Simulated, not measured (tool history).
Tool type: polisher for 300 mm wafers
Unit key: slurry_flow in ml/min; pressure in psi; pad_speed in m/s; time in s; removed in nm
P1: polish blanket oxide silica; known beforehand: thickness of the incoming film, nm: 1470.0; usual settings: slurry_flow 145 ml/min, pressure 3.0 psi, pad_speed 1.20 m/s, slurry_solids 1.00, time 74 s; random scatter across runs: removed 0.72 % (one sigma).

run,day,slurry_flow,pressure,pad_speed,slurry_solids,time,wafers polished on this pad,hours since the slurry nozzle was cleaned,hours since the head pressure was calibrated,hours since the slurry blender was calibrated,hours since the conditioning disc was replaced,removed
1,0.333,145,3.0,1.20,1.00,74,872,114.6,256.8,28.3,156.6,181.630
2,0.571,145,3.0,1.20,1.00,74,933,120.3,262.5,34.0,162.3,183.130
3,0.783,145,3.0,1.20,1.00,74,988,125.4,267.6,39.1,167.4,182.290
4,1.042,145,3.0,1.20,1.50,74,1055,131.6,273.8,45.3,173.6,215.400
5,1.446,145,3.0,1.20,0.60,74,1159,141.3,283.5,55.0,183.3,140.180
6,1.817,145,4.2,1.20,1.00,74,1255,150.2,292.4,63.9,192.2,253.250
# day 1.821: head pressure recalibrated
7,2.104,145,3.0,0.82,1.00,74,1329,157.1,6.9,70.8,199.1,133.960
8,2.396,145,3.0,1.20,1.00,37,1404,164.1,13.9,77.8,206.1,91.573
9,2.646,145,3.0,1.20,1.00,74,1469,170.1,19.9,83.8,212.1,181.170
10,2.879,145,3.0,1.74,1.00,74,1529,175.7,25.5,89.4,217.7,243.170
11,3.175,145,3.0,1.20,1.00,74,1605,182.8,32.6,96.5,224.8,181.210
12,3.525,85,3.0,1.20,1.00,74,1695,191.2,41.0,104.9,233.2,161.180
13,3.912,220,3.0,1.20,1.00,74,1795,200.5,50.3,114.2,242.5,192.260
14,4.117,85,3.0,1.20,1.35,74,1848,205.4,55.2,119.1,247.4,181.160
15,4.488,145,3.0,1.20,1.00,117,1944,214.3,64.1,128.0,256.3,287.890
16,4.804,85,3.0,0.66,1.00,74,2025,221.9,71.7,135.6,263.9,100.240
17,5.167,145,2.1,1.20,1.00,74,2119,230.6,80.4,144.3,272.6,127.450
18,5.429,145,3.0,1.20,1.00,74,2186,236.9,86.7,150.6,278.9,182.570
19,5.608,145,3.0,1.20,1.00,74,2233,241.2,91.0,154.9,283.2,174.930
20,5.942,145,3.0,1.20,1.00,74,2319,249.2,99.0,162.9,291.2,169.740
21,6.183,145,3.0,1.20,1.00,74,2381,255.0,104.8,168.7,297.0,165.690
22,6.371,145,3.0,1.20,1.00,74,2429,259.5,109.3,173.2,301.5,163.470
# day 6.475: worn pad replaced by a new one
23,6.771,145,3.0,1.20,1.00,74,76,269.1,118.9,182.8,311.1,161.880
24,6.996,145,3.0,1.20,1.00,74,134,274.5,124.3,188.2,316.5,163.040
# day 7.038: conditioning disc replaced and pad reconditioned
# day 7.075: slurry nozzle cleaned
25,7.396,145,3.0,1.20,1.00,74,237,7.7,133.9,197.8,8.7,161.150
26,7.617,145,3.0,1.20,1.00,74,294,13.0,139.2,203.1,14.0,161.530

What does the tool deliver on the next run?
27,7.896,145,3.0,1.20,1.00,74,366,19.7,145.9,209.8,20.7,?

{"run 27": {"removed": 158.89}}
